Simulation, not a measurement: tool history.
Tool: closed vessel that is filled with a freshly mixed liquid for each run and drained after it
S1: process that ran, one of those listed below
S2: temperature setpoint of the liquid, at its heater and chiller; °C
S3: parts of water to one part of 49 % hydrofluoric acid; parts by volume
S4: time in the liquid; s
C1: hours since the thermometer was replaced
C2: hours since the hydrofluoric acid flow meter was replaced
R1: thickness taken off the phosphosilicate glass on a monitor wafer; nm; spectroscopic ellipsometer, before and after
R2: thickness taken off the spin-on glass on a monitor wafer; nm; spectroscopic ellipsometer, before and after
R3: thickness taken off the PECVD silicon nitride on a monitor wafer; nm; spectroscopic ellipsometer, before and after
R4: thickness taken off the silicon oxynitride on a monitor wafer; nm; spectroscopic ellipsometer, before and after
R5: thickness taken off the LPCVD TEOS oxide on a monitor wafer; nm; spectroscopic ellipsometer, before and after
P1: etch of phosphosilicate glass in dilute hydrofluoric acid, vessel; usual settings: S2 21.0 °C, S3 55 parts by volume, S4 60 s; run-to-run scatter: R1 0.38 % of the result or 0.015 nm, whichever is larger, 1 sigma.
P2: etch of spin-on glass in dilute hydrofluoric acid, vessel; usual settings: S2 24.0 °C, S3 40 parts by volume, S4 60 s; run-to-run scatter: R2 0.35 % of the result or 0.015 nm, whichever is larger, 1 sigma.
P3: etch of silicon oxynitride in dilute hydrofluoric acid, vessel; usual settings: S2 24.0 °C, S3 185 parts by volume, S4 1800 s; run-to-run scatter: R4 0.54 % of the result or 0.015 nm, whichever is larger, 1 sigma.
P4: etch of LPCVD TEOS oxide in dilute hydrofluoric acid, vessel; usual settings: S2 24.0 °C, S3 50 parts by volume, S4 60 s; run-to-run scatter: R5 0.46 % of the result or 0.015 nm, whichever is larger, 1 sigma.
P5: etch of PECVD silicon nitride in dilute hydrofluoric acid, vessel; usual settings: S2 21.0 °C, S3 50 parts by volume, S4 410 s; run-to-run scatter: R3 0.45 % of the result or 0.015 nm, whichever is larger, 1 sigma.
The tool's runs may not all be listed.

run,hour,S1,S2,S3,S4,C1,C2,R1,R2,R3,R4,R5
1,11.8,P1,21.0,55,60,771.4,277.5,148.270,,,,
2,17.1,P1,21.0,55,60,776.7,282.8,148.960,,,,
3,27.3,P1,17.0,55,30,786.9,293.0,62.837,,,,
4,36.1,P1,21.0,55,60,795.7,301.8,148.440,,,,
5,46.6,P2,24.0,40,60,806.2,312.3,,38.204,,,
6,58.4,P1,21.0,55,115,818.0,324.1,284.170,,,,
7,68.6,P2,24.0,40,95,828.2,334.3,,61.183,,,
8,76.7,P1,21.0,55,60,836.3,342.4,148.700,,,,
9,86.7,P5,21.0,50,410,846.3,352.4,,,23.410,,
10,93.7,P1,21.0,90,60,853.3,359.4,87.498,,,,
11,105.4,P3,17.0,185,1800,865.0,371.1,,,,14.2710,
12,116.7,P5,21.0,75,410,876.3,382.4,,,15.590,,
13,126.5,P1,21.0,55,30,886.1,392.2,74.251,,,,
14,138.2,P1,21.0,55,60,897.8,403.9,148.280,,,,
15,149.9,P2,30.0,40,60,909.5,415.6,,49.120,,,
16,158.1,P3,24.0,185,1800,917.7,423.8,,,,19.7700,
17,165.5,P3,24.0,185,700,925.1,431.2,,,,7.5924,
18,173.5,P2,24.0,40,60,933.1,439.2,,38.299,,,
19,184.4,P1,21.0,35,95,944.0,450.1,378.180,,,,
20,194.0,P5,21.0,50,410,953.6,459.7,,,23.440,,
21,202.6,P4,24.0,50,60,962.2,468.3,,,,,74.465
22,209.4,P1,21.0,20,60,969.0,475.1,428.110,,,,
23,218.3,P1,21.0,55,60,977.9,484.0,148.530,,,,
24,229.3,P4,24.0,50,95,988.9,495.0,,,,,116.860
25,240.0,P2,24.0,20,60,999.6,505.7,,78.286,,,
26,250.0,P1,17.0,55,60,1009.6,515.7,124.800,,,,
27,260.1,P4,17.0,50,60,1019.7,525.8,,,,,55.237
28,269.8,P3,24.0,65,1800,1029.4,535.5,,,,61.7710,
29,277.1,P5,28.5,50,410,1036.7,542.8,,,38.513,,
30,282.6,P3,24.0,185,1800,1042.2,548.3,,,,19.6300,
31,292.7,P1,28.5,55,60,1052.3,558.4,201.710,,,,
32,303.4,P5,21.0,50,640,1063.0,569.1,,,36.339,,
33,309.1,P4,24.0,30,60,1068.7,574.8,,,,,126.690
34,315.5,P1,21.0,55,60,1075.1,581.2,150.330,,,,
35,322.5,P1,21.0,55,60,1082.1,588.2,151.890,,,,
36,333.7,P1,21.0,55,60,1093.3,599.4,155.280,,,,
37,345.7,P1,21.0,55,60,1105.3,611.4,158.370,,,,
38,356.4,P1,21.0,55,60,1116.0,622.1,158.860,,,,
39,362.8,P1,21.0,55,60,1122.4,628.5,158.530,,,,
40,374.8,P1,21.0,55,60,1134.4,640.5,160.770,,,,
41,384.6,P1,21.0,55,60,1144.2,650.3,160.460,,,,
42,394.3,P1,21.0,55,60,1153.9,660.0,160.830,,,,
43,399.8,P1,21.0,55,60,1159.4,665.5,160.260,,,,
44,406.2,P1,21.0,55,60,1165.8,671.9,160.590,,,,

What P1 gives has crept away from where it was. These 2 causes fit the log equally well, each at the size given:
A: liquid hotter than its thermometer reads (K) = 1.96
B: hydrofluoric acid flow above the setpoint (%) = 7.96
The creep began at about hour 315.5.

4 check runs are offered, one wafer each, their results left as question marks. Which one tells the causes apart?
check 1,412.6,P3,24.0,185,1800,,,,,,?,
check 2,412.6,P4,24.0,50,60,,,,,,,?
check 3,412.6,P5,21.0,50,410,,,,,?,,
check 4,412.6,P2,24.0,40,60,,,,?,,,

What each check would give under each cause:
check,result,if A,if B
check 1,R4,21.5090,21.5040
check 2,R5,79.957,80.079
check 3,R3,26.709,25.165
check 4,R2,41.568,41.563
How far apart the two closest causes lie, in the result that separates them most: check 1 0.02 %; check 2 0.15 %; check 3 5.96 %; check 4 0.01 %
Only check 3 tells the causes apart: in the others they would give nearly the same result.

Check 3 was then run and gave: R3 24.990 nm. Which cause is it?

It is B: hydrofluoric acid flow above the setpoint (%).
